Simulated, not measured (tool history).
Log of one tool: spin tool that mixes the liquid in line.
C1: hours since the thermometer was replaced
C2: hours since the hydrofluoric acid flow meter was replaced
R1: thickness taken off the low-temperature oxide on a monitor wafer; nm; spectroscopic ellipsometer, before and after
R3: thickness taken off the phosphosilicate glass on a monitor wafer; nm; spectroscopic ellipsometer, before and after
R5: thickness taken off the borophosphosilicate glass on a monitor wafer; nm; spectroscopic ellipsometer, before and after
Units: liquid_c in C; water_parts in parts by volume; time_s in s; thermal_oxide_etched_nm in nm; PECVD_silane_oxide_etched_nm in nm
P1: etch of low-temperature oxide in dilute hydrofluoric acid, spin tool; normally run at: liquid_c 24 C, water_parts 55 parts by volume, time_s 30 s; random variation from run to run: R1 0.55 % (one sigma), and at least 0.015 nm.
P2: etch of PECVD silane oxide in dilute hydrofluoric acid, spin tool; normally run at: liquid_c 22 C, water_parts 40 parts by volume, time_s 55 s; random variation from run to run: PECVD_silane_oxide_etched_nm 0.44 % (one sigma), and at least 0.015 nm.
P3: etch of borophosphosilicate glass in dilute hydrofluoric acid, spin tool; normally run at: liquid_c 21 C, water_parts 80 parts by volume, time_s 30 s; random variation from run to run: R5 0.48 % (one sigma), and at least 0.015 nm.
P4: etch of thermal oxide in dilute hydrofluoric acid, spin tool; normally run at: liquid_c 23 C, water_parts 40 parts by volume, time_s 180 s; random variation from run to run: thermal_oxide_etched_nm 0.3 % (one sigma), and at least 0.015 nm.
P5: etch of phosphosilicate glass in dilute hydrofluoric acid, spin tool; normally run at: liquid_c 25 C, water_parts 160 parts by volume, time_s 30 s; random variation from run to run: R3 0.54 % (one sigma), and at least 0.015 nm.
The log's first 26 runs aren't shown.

Run 27, day 7.654: process P5, liquid_c 25 C, water_parts 225 parts by volume, time_s 30 s; C1 39.5; C2 766. Result: R3 9.3354 nm.
Run 28, day 7.846: process P1, liquid_c 24 C, water_parts 55 parts by volume, time_s 30 s; C1 44.1; C2 770.6. Result: R1 11.983 nm.
Run 29, day 8.046: process P1, liquid_c 24 C, water_parts 55 parts by volume, time_s 30 s; C1 48.9; C2 775.4. Result: R1 11.902 nm.
Run 30, day 8.417: process P1, liquid_c 24 C, water_parts 55 parts by volume, time_s 30 s; C1 57.8; C2 784.3. Result: R1 11.86 nm.
Run 31, day 8.696: process P3, liquid_c 21 C, water_parts 80 parts by volume, time_s 15 s; C1 64.5; C2 791. Result: R5 6.2543 nm.
Run 32, day 9.088: process P1, liquid_c 24 C, water_parts 90 parts by volume, time_s 30 s; C1 73.9; C2 800.4. Result: R1 7.0314 nm.
Run 33, day 9.475: process P3, liquid_c 28 C, water_parts 80 parts by volume, time_s 30 s; C1 83.2; C2 809.7. Result: R5 16.649 nm.
Run 34, day 9.796: process P1, liquid_c 24 C, water_parts 55 parts by volume, time_s 30 s; C1 90.9; C2 817.4. Result: R1 11.951 nm.
Run 35, day 10.029: process P1, liquid_c 29 C, water_parts 55 parts by volume, time_s 30 s; C1 96.5; C2 823. Result: R1 14.519 nm.
Run 36, day 10.417: process P1, liquid_c 24 C, water_parts 55 parts by volume, time_s 30 s; C1 105.8; C2 832.3. Result: R1 11.996 nm.
Run 37, day 10.7: process P1, liquid_c 24 C, water_parts 55 parts by volume, time_s 30 s; C1 112.6; C2 839.1. Result: R1 12.291 nm.
Run 38, day 10.904: process P1, liquid_c 24 C, water_parts 55 parts by volume, time_s 30 s; C1 117.5; C2 844. Result: R1 12.396 nm.
Run 39, day 11.192: process P1, liquid_c 24 C, water_parts 55 parts by volume, time_s 30 s; C1 124.4; C2 850.9. Result: R1 12.585 nm.
Run 40, day 11.404: process P1, liquid_c 24 C, water_parts 55 parts by volume, time_s 30 s; C1 129.5; C2 856. Result: R1 12.675 nm.

The next listed run, before its measurement:
Run 41, day 11.767: process P1, liquid_c 24 C, water_parts 55 parts by volume, time_s 30 s; C1 138.2; C2 864.7. Result: R1 ?.

{"run 41": {"R1": 12.84}}
